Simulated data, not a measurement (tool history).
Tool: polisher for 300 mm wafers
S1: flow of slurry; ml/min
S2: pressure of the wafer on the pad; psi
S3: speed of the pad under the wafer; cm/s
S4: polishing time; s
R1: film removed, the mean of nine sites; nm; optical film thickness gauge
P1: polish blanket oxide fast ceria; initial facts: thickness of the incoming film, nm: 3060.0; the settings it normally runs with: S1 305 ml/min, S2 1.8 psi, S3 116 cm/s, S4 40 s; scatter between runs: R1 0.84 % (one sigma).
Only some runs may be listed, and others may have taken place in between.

| run | hour | S1 | S2 | S3 | S4 | R1 |
|---|---|---|---|---|---|---|
| 1 | 2.3 | 305 | 1.8 | 116 | 40 | 446.34 |
| 2 | 6.5 | 305 | 1.8 | 116 | 40 | 445.77 |
| 3 | 10.8 | 305 | 1.8 | 116 | 40 | 444.57 |
| 4 | 13.3 | 415 | 1.8 | 116 | 40 | 455.2 |
| 5 | 16.4 | 305 | 1.8 | 172 | 40 | 663.65 |
| 6 | 19.5 | 215 | 1.8 | 116 | 59 | 629.01 |
| 7 | 23 | 185 | 1.8 | 116 | 40 | 422.15 |
| 8 | 25.4 | 305 | 1.8 | 52 | 40 | 199.77 |
| 9 | 29.5 | 305 | 1.8 | 116 | 18 | 202.25 |
| 10 | 32.5 | 305 | 1.8 | 116 | 40 | 449 |
| 11 | 36.3 | 305 | 1.8 | 116 | 40 | 448.69 |
| 12 | 39.9 | 305 | 1.8 | 116 | 40 | 446.03 |
| 13 | 43.5 | 305 | 1.8 | 116 | 40 | 448.78 |
| 14 | 45.9 | 305 | 2.7 | 116 | 40 | 664.03 |
| 15 | 50.3 | 305 | 1.8 | 116 | 60 | 672.06 |
| 16 | 52.3 | 305 | 1.1 | 116 | 40 | 271.11 |
| 17 | 54.6 | 305 | 1.8 | 116 | 40 | 447.01 |
| 18 | 56.8 | 305 | 1.8 | 116 | 40 | 437.35 |
| 19 | 60.3 | 305 | 1.8 | 116 | 40 | 432.73 |
| 20 | 64.5 | 305 | 1.8 | 116 | 40 | 428.6 |
| 21 | 68.2 | 305 | 1.8 | 116 | 40 | 430.51 |
|  | 69 | head pressure recalibrated |
| 22 | 70.7 | 305 | 1.8 | 116 | 40 | 426.01 |
| 23 | 74 | 305 | 1.8 | 116 | 40 | 425.91 |
| 24 | 76.9 | 305 | 1.8 | 116 | 40 | 425.29 |
| 25 | 79.8 | 305 | 1.8 | 116 | 40 | 426.01 |
| 26 | 82.4 | 305 | 1.8 | 116 | 40 | 425.49 |

What P1 gives has crept away from where it was. These 2 causes fit the log equally well, each at the size given:
A: removal rate lost through wear of the pad, % = 4.58
B: slurry flow missing at the pad, % = 35
Onset of the creep was near hour 54.6.
The rest of the possible causes, and what rules out each one:
head's pressure below its setpoint, %: serviced after onset, at hour 69, with no recovery of the prior output

Each of the check runs listed below is run on 5 wafers and reports their average, with the results left as question marks. Pick the one under which the possible causes would lead to clearly different results.
| check 1 | 85 | 305 | 2.7 | 116 | 18 | ? |
| check 2 | 85 | 305 | 1.8 | 54 | 49 | ? |
| check 3 | 85 | 305 | 2.3 | 116 | 40 | ? |
| check 4 | 85 | 185 | 1.8 | 116 | 40 | ? |

If the cause were each of the candidates in turn, the checks would give the following:
| check | result | if A | if B |
|---|---|---|---|
| check 1 | R1 | 287.31 | 287.33 |
| check 2 | R1 | 242.72 | 242.75 |
| check 3 | R1 | 543.87 | 543.92 |
| check 4 | R1 | 402.36 | 391.29 |
Per-check spread between the two closest causes, in the result where they differ most: check 1 0.01 %; check 2 0.01 %; check 3 0.01 %; check 4 2.79 %
Check 4 distinguishes between the causes, while the remaining checks would return nearly the same result for all of them.

Then check 4 was run and gave: R1 402.28 nm. Which cause is it?

Of the candidate causes, it is A: removal rate lost through wear of the pad, %.
